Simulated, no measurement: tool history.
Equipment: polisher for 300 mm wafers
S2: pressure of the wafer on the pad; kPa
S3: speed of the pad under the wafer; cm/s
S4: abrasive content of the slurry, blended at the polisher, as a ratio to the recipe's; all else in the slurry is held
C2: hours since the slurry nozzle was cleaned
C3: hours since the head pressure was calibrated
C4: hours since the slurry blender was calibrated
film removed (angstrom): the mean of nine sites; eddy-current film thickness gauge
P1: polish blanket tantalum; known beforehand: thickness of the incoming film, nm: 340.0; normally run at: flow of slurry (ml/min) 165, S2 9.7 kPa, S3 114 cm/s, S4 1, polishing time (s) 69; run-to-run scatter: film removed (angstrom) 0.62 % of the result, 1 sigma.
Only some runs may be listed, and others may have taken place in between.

{"run": 1, "hour": 8.7, "flow of slurry (ml/min)": 165, "S2": 9.7, "S3": 114, "S4": 1, "polishing time (s)": 69, "wafers polished on this pad": 854, "C2": 87.3, "C3": 88, "C4": 97.5, "film removed (angstrom)": 900.56}
{"run": 2, "hour": 17.4, "flow of slurry (ml/min)": 165, "S2": 9.7, "S3": 66, "S4": 1, "polishing time (s)": 69, "wafers polished on this pad": 959, "C2": 96, "C3": 96.7, "C4": 106.2, "film removed (angstrom)": 523.44}
{"run": 3, "hour": 29.4, "flow of slurry (ml/min)": 165, "S2": 4.8, "S3": 114, "S4": 1, "polishing time (s)": 69, "wafers polished on this pad": 1103, "C2": 108, "C3": 108.7, "C4": 118.2, "film removed (angstrom)": 447.4}
{"run": 4, "hour": 42.5, "flow of slurry (ml/min)": 165, "S2": 9.7, "S3": 114, "S4": 1, "polishing time (s)": 51, "wafers polished on this pad": 1260, "C2": 121.1, "C3": 121.8, "C4": 131.3, "film removed (angstrom)": 667.44}
{"run": 5, "hour": 48.4, "flow of slurry (ml/min)": 165, "S2": 9.7, "S3": 152, "S4": 1, "polishing time (s)": 69, "wafers polished on this pad": 1331, "C2": 127, "C3": 127.7, "C4": 137.2, "film removed (angstrom)": 1205.3}
{"hour": 50.3, "done": "slurry blender recalibrated"}
{"run": 6, "hour": 60.8, "flow of slurry (ml/min)": 165, "S2": 9.7, "S3": 114, "S4": 1, "polishing time (s)": 69, "wafers polished on this pad": 1480, "C2": 139.4, "C3": 140.1, "C4": 10.6, "film removed (angstrom)": 896.98}
{"run": 7, "hour": 72.6, "flow of slurry (ml/min)": 165, "S2": 9.7, "S3": 114, "S4": 0.6, "polishing time (s)": 69, "wafers polished on this pad": 1621, "C2": 151.2, "C3": 151.9, "C4": 22.4, "film removed (angstrom)": 755.9}
{"run": 8, "hour": 81.0, "flow of slurry (ml/min)": 165, "S2": 6.9, "S3": 114, "S4": 1, "polishing time (s)": 97, "wafers polished on this pad": 1722, "C2": 159.6, "C3": 160.3, "C4": 30.8, "film removed (angstrom)": 904.3}
{"run": 9, "hour": 91.3, "flow of slurry (ml/min)": 100, "S2": 9.7, "S3": 114, "S4": 1, "polishing time (s)": 69, "wafers polished on this pad": 1846, "C2": 169.9, "C3": 170.6, "C4": 41.1, "film removed (angstrom)": 820.82}
{"run": 10, "hour": 103.2, "flow of slurry (ml/min)": 250, "S2": 9.7, "S3": 114, "S4": 1, "polishing time (s)": 69, "wafers polished on this pad": 1989, "C2": 181.8, "C3": 182.5, "C4": 53, "film removed (angstrom)": 947.25}
{"run": 11, "hour": 112.1, "flow of slurry (ml/min)": 165, "S2": 9.7, "S3": 114, "S4": 1.45, "polishing time (s)": 69, "wafers polished on this pad": 2095, "C2": 190.7, "C3": 191.4, "C4": 61.9, "film removed (angstrom)": 985.57}
{"run": 12, "hour": 120.9, "flow of slurry (ml/min)": 165, "S2": 14.5, "S3": 114, "S4": 1, "polishing time (s)": 69, "wafers polished on this pad": 2201, "C2": 199.5, "C3": 200.2, "C4": 70.7, "film removed (angstrom)": 1353.2}
{"run": 13, "hour": 131.7, "flow of slurry (ml/min)": 165, "S2": 9.7, "S3": 114, "S4": 1, "polishing time (s)": 69, "wafers polished on this pad": 2331, "C2": 210.3, "C3": 211, "C4": 81.5, "film removed (angstrom)": 908.88}
{"run": 14, "hour": 144.1, "flow of slurry (ml/min)": 165, "S2": 9.7, "S3": 114, "S4": 1, "polishing time (s)": 69, "wafers polished on this pad": 2480, "C2": 222.7, "C3": 223.4, "C4": 93.9, "film removed (angstrom)": 901.25}
{"run": 15, "hour": 156.2, "flow of slurry (ml/min)": 165, "S2": 9.7, "S3": 114, "S4": 1, "polishing time (s)": 107, "wafers polished on this pad": 2625, "C2": 234.8, "C3": 235.5, "C4": 106, "film removed (angstrom)": 1397.2}
{"run": 16, "hour": 167.3, "flow of slurry (ml/min)": 165, "S2": 9.7, "S3": 114, "S4": 1, "polishing time (s)": 69, "wafers polished on this pad": 2758, "C2": 245.9, "C3": 246.6, "C4": 117.1, "film removed (angstrom)": 899.11}
{"run": 17, "hour": 175.5, "flow of slurry (ml/min)": 165, "S2": 9.7, "S3": 114, "S4": 1, "polishing time (s)": 69, "wafers polished on this pad": 2856, "C2": 254.1, "C3": 254.8, "C4": 125.3, "film removed (angstrom)": 868.39}
{"run": 18, "hour": 186.2, "flow of slurry (ml/min)": 165, "S2": 9.7, "S3": 114, "S4": 1, "polishing time (s)": 69, "wafers polished on this pad": 2985, "C2": 264.8, "C3": 265.5, "C4": 136, "film removed (angstrom)": 860.84}

Run 19 is up next; what results do you expect?
{"run": 19, "hour": 192.7, "flow of slurry (ml/min)": 165, "S2": 9.7, "S3": 114, "S4": 1, "polishing time (s)": 69, "wafers polished on this pad": 3063, "C2": 271.3, "C3": 272, "C4": 142.5, "film removed (angstrom)": "?"}

{"run 19": {"film removed (angstrom)": 853.49}}
